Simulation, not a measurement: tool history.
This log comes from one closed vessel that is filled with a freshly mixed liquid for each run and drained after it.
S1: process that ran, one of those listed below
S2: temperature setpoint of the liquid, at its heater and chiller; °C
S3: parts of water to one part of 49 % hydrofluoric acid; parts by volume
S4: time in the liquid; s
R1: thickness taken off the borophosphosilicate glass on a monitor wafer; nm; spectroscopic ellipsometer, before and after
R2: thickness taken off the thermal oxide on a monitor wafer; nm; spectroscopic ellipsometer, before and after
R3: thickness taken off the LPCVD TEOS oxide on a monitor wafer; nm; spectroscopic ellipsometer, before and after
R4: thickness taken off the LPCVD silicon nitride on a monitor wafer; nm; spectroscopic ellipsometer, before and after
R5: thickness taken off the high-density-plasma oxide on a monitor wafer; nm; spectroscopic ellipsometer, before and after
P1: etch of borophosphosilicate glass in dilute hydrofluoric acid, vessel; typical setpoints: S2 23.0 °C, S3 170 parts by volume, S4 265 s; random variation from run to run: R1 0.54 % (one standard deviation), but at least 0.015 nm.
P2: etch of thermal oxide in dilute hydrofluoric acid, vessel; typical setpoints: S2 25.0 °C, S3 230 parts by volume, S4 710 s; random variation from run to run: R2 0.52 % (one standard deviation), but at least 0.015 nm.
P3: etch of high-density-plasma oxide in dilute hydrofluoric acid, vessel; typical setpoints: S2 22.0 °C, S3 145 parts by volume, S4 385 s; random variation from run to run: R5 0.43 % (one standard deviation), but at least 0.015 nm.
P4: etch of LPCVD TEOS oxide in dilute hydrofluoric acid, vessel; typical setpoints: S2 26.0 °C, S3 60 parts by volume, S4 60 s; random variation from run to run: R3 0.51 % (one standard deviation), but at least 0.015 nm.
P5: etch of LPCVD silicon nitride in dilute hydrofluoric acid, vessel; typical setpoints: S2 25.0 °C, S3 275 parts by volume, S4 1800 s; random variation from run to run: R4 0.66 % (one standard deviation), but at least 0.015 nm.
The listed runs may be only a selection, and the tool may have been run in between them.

Run 1, hour 5.3: S1 P1, S2 23.0 °C, S3 170 parts by volume, S4 265 s. Result: R1 35.0940 nm.
Run 2, hour 12.2: S1 P1, S2 18.5 °C, S3 170 parts by volume, S4 265 s. Result: R1 29.3100 nm.
Run 3, hour 18.2: S1 P2, S2 20.0 °C, S3 230 parts by volume, S4 710 s. Result: R2 10.340 nm.
Run 4, hour 22.0: S1 P2, S2 25.0 °C, S3 230 parts by volume, S4 1350 s. Result: R2 23.423 nm.
Run 5, hour 26.9: S1 P1, S2 23.0 °C, S3 170 parts by volume, S4 265 s. Result: R1 35.0810 nm.
Run 6, hour 30.5: S1 P1, S2 23.0 °C, S3 80 parts by volume, S4 265 s. Result: R1 82.7500 nm.
Run 7, hour 38.6: S1 P1, S2 23.0 °C, S3 170 parts by volume, S4 65 s. Result: R1 8.6038 nm.
Run 8, hour 45.5: S1 P1, S2 23.0 °C, S3 170 parts by volume, S4 525 s. Result: R1 69.6900 nm.
Run 9, hour 50.7: S1 P1, S2 23.0 °C, S3 290 parts by volume, S4 265 s. Result: R1 18.2750 nm.
Run 10, hour 58.1: S1 P4, S2 26.0 °C, S3 60 parts by volume, S4 60 s. Result: R3 36.471 nm.
Run 11, hour 63.8: S1 P1, S2 23.0 °C, S3 170 parts by volume, S4 265 s. Result: R1 35.3240 nm.
Run 12, hour 71.7: S1 P1, S2 23.0 °C, S3 170 parts by volume, S4 265 s. Result: R1 35.2510 nm.
Run 13, hour 78.0: S1 P5, S2 25.0 °C, S3 275 parts by volume, S4 1800 s. Result: R4 3.3720 nm.
Run 14, hour 83.5: S1 P3, S2 22.0 °C, S3 50 parts by volume, S4 385 s. Result: R5 52.064 nm.
Run 15, hour 87.3: S1 P1, S2 23.0 °C, S3 245 parts by volume, S4 520 s. Result: R1 44.2350 nm.
Run 16, hour 91.8: S1 P2, S2 25.0 °C, S3 230 parts by volume, S4 710 s. Result: R2 12.481 nm.
Run 17, hour 96.3: S1 P1, S2 23.0 °C, S3 170 parts by volume, S4 265 s. Result: R1 34.8860 nm.
Run 18, hour 101.8: S1 P3, S2 22.0 °C, S3 145 parts by volume, S4 710 s. Result: R5 29.579 nm.
Run 19, hour 105.5: S1 P4, S2 26.0 °C, S3 60 parts by volume, S4 85 s. Result: R3 51.716 nm.
Run 20, hour 112.5: S1 P3, S2 22.0 °C, S3 145 parts by volume, S4 385 s. Result: R5 15.811 nm.
Run 21, hour 117.6: S1 P4, S2 32.5 °C, S3 60 parts by volume, S4 60 s. Result: R3 47.464 nm.
Run 22, hour 125.7: S1 P5, S2 25.0 °C, S3 275 parts by volume, S4 3145 s. Result: R4 5.7700 nm.
Run 23, hour 130.8: S1 P5, S2 25.0 °C, S3 100 parts by volume, S4 1800 s. Result: R4 9.0626 nm.
Run 24, hour 134.5: S1 P3, S2 17.0 °C, S3 145 parts by volume, S4 385 s. Result: R5 13.171 nm.

Predict the results of run 25:
Run 25, hour 139.7: S1 P3, S2 22.0 °C, S3 145 parts by volume, S4 385 s. Result: R5 ?.

{"run 25": {"R5": 16.035}}

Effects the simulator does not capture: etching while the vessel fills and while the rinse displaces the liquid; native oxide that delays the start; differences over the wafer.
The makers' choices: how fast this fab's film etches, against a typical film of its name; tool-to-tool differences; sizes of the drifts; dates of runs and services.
